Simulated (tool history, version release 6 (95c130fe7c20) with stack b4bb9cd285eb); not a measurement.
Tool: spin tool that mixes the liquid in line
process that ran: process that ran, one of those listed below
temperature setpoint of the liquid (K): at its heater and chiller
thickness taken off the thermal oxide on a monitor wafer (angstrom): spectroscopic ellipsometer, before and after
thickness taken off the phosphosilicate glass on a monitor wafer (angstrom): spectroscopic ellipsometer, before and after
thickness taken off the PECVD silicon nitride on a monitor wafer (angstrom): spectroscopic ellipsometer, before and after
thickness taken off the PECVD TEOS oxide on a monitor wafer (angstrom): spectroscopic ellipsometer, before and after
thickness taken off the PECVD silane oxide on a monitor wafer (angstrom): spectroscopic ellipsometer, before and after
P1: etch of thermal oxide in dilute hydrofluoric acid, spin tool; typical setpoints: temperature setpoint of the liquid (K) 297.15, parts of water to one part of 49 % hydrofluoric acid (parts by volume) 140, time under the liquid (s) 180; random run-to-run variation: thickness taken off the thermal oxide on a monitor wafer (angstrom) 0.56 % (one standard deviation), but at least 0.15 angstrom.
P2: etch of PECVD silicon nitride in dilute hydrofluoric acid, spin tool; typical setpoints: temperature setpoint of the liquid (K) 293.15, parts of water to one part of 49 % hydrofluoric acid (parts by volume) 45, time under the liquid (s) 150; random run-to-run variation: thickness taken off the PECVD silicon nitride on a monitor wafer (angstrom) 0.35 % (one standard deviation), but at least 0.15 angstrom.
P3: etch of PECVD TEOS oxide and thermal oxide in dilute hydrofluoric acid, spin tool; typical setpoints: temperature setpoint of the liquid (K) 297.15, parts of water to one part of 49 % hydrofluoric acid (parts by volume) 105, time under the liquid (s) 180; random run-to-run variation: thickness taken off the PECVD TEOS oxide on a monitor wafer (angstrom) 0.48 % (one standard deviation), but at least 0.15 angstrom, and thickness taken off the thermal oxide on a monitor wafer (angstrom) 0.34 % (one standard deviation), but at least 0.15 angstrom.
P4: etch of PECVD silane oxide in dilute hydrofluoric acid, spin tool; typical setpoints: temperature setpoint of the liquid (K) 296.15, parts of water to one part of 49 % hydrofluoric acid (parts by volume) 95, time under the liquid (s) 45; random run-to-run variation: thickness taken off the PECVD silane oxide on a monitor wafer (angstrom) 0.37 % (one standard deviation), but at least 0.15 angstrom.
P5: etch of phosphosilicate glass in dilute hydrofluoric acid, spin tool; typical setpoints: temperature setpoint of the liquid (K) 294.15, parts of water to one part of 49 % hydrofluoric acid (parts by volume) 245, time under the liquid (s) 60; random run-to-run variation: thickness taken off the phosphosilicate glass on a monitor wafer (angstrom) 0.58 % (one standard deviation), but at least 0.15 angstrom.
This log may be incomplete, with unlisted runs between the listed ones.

| run | hour | process that ran | temperature setpoint of the liquid (K) | parts of water to one part of 49 % hydrofluoric acid (parts by volume) | time under the liquid (s) | hours since the thermometer was replaced | hours since the hydrofluoric acid flow meter was replaced | thickness taken off the thermal oxide on a monitor wafer (angstrom) | thickness taken off the phosphosilicate glass on a monitor wafer (angstrom) | thickness taken off the PECVD silicon nitride on a monitor wafer (angstrom) | thickness taken off the PECVD TEOS oxide on a monitor wafer (angstrom) | thickness taken off the PECVD silane oxide on a monitor wafer (angstrom) |
|---|---|---|---|---|---|---|---|---|---|---|---|---|
| 1 | 7.6 | P1 | 297.15 | 140 | 180 | 962.5 | 240.9 | 56.253 |  |  |  |  |
| 2 | 18.2 | P1 | 304.15 | 140 | 180 | 973.1 | 251.5 | 73.468 |  |  |  |  |
| 3 | 30.2 | P5 | 294.15 | 245 | 15 | 985.1 | 263.5 |  | 56.136 |  |  |  |
| 4 | 37.1 | P2 | 290.15 | 45 | 150 | 992 | 270.4 |  |  | 78.936 |  |  |
| 5 | 45.8 | P1 | 292.65 | 140 | 180 | 1000.7 | 279.1 | 47.505 |  |  |  |  |
| 6 | 53.9 | P3 | 297.15 | 105 | 180 | 1008.8 | 287.2 | 76.643 |  |  | 246.35 |  |
| 7 | 64.1 | P2 | 293.15 | 20 | 150 | 1019 | 297.4 |  |  | 212.12 |  |  |
| 8 | 73.8 | P1 | 297.15 | 200 | 180 | 1028.7 | 307.1 | 36.865 |  |  |  |  |
| 9 | 84 | P1 | 297.15 | 205 | 15 | 1038.9 | 317.3 | 3.0196 |  |  |  |  |
| 10 | 97.8 | P1 | 297.15 | 140 | 180 | 1052.7 | 331.1 | 56.215 |  |  |  |  |
| 11 | 109.3 | P1 | 297.15 | 40 | 260 | 1064.2 | 342.6 | 322.44 |  |  |  |  |
| 12 | 123.2 | P1 | 297.15 | 140 | 100 | 1078.1 | 356.5 | 31.335 |  |  |  |  |
| 13 | 130.4 | P1 | 297.15 | 140 | 180 | 1085.3 | 363.7 | 56.537 |  |  |  |  |
| 14 | 136.6 | P1 | 297.15 | 50 | 180 | 1091.5 | 369.9 | 174.12 |  |  |  |  |
|  | 143.7 | hydrofluoric acid flow meter replaced |
| 15 | 148 | P2 | 293.15 | 45 | 150 | 1102.9 | 4.3 |  |  | 96.912 |  |  |
| 16 | 156.6 | P1 | 297.15 | 140 | 180 | 1111.5 | 12.9 | 56.198 |  |  |  |  |
| 17 | 168.5 | P3 | 297.15 | 40 | 180 | 1123.4 | 24.8 | 218 |  |  | 707.3 |  |
| 18 | 175.3 | P3 | 302.65 | 105 | 180 | 1130.2 | 31.6 | 94.194 |  |  | 303.94 |  |
| 19 | 187.7 | P4 | 296.15 | 150 | 45 | 1142.6 | 44 |  |  |  |  | 41.514 |
| 20 | 195.4 | P4 | 296.15 | 95 | 45 | 1150.3 | 51.7 |  |  |  |  | 69.598 |
| 21 | 207.5 | P3 | 297.15 | 105 | 180 | 1162.4 | 63.8 | 76.384 |  |  | 246.83 |  |
| 22 | 217.2 | P1 | 297.15 | 140 | 180 | 1172.1 | 73.5 | 56.093 |  |  |  |  |
| 23 | 224.9 | P5 | 294.15 | 245 | 60 | 1179.8 | 81.2 |  | 225.86 |  |  |  |
| 24 | 236.9 | P2 | 293.15 | 45 | 15 | 1191.8 | 93.2 |  |  | 9.8819 |  |  |
| 25 | 244.1 | P5 | 300.15 | 245 | 60 | 1199 | 100.4 |  | 282.54 |  |  |  |
| 26 | 257.2 | P1 | 297.15 | 140 | 180 | 1212.1 | 113.5 | 56.263 |  |  |  |  |
| 27 | 265 | P4 | 296.15 | 95 | 70 | 1219.9 | 121.3 |  |  |  |  | 108.68 |
| 28 | 271.6 | P4 | 300.15 | 95 | 45 | 1226.5 | 127.9 |  |  |  |  | 81.522 |
| 29 | 280.5 | P1 | 304.65 | 140 | 265 | 1235.4 | 136.8 | 109.45 |  |  |  |  |
| 30 | 289.4 | P5 | 294.15 | 445 | 60 | 1244.3 | 145.7 |  | 105.16 |  |  |  |
| 31 | 296.5 | P1 | 297.15 | 140 | 355 | 1251.4 | 152.8 | 111.21 |  |  |  |  |
| 32 | 308.9 | P3 | 297.15 | 105 | 45 | 1263.8 | 165.2 | 19.304 |  |  | 61.728 |  |
| 33 | 317.2 | P1 | 297.15 | 140 | 180 | 1272.1 | 173.5 | 56.47 |  |  |  |  |
| 34 | 328.3 | P1 | 297.15 | 140 | 180 | 1283.2 | 184.6 | 55.61 |  |  |  |  |
| 35 | 337.7 | P1 | 297.15 | 140 | 180 | 1292.6 | 194 | 54.953 |  |  |  |  |
| 36 | 351.5 | P1 | 297.15 | 140 | 180 | 1306.4 | 207.8 | 53.804 |  |  |  |  |
| 37 | 359.3 | P1 | 297.15 | 140 | 180 | 1314.2 | 215.6 | 53.576 |  |  |  |  |
| 38 | 373.3 | P1 | 297.15 | 140 | 180 | 1328.2 | 229.6 | 52.98 |  |  |  |  |
| 39 | 383.9 | P1 | 297.15 | 140 | 180 | 1338.8 | 240.2 | 52.996 |  |  |  |  |
| 40 | 390.4 | P1 | 297.15 | 140 | 180 | 1345.3 | 246.7 | 53.768 |  |  |  |  |
| 41 | 400.4 | P1 | 297.15 | 140 | 180 | 1355.3 | 256.7 | 53.264 |  |  |  |  |
| 42 | 410.9 | P1 | 297.15 | 140 | 180 | 1365.8 | 267.2 | 53.409 |  |  |  |  |

Something has made what P1 gives creep away from where it was; the 2 causes below, each at its own stated size, fit the log equally well:
A: liquid colder than its thermometer reads (K) = 1.45
B: hydrofluoric acid flow below the setpoint (%) = 4.71
The process output started creeping at around hour 317.2.

Consider the 4 single-wafer check runs listed below, results given as question marks: which one distinguishes between the causes by giving clearly different results for each?
| check 1 | 421.4 | P3 | 297.15 | 105 | 180 |  |  | ? |  |  | ? |  |
| check 2 | 421.4 | P4 | 296.15 | 95 | 45 |  |  |  |  |  |  | ? |
| check 3 | 421.4 | P5 | 294.15 | 245 | 60 |  |  |  | ? |  |  |  |
| check 4 | 421.4 | P2 | 293.15 | 45 | 150 |  |  |  |  | ? |  |  |

What every check run would give for each of its results, assuming each possible cause in turn:
| check | result | if A | if B |
|---|---|---|---|
| check 1 | thickness taken off the thermal oxide on a monitor wafer (angstrom) | 72.302 | 72.524 |
| check 1 | thickness taken off the PECVD TEOS oxide on a monitor wafer (angstrom) | 233.41 | 234.12 |
| check 2 | thickness taken off the PECVD silane oxide on a monitor wafer (angstrom) | 65.631 | 65.934 |
| check 3 | thickness taken off the phosphosilicate glass on a monitor wafer (angstrom) | 215.93 | 214.77 |
| check 4 | thickness taken off the PECVD silicon nitride on a monitor wafer (angstrom) | 87.801 | 92.74 |
Per check, the gap between the least separated pair of causes, taken in the result that splits them most: check 1 0.31 %; check 2 0.46 %; check 3 0.54 %; check 4 5.47 %
Check 4 tells the causes apart: in the others they would give nearly the same result.

Check 4 was then run and gave: thickness taken off the PECVD silicon nitride on a monitor wafer (angstrom) 92.861. Which cause is it?

The correct cause is B, namely: hydrofluoric acid flow below the setpoint (%).
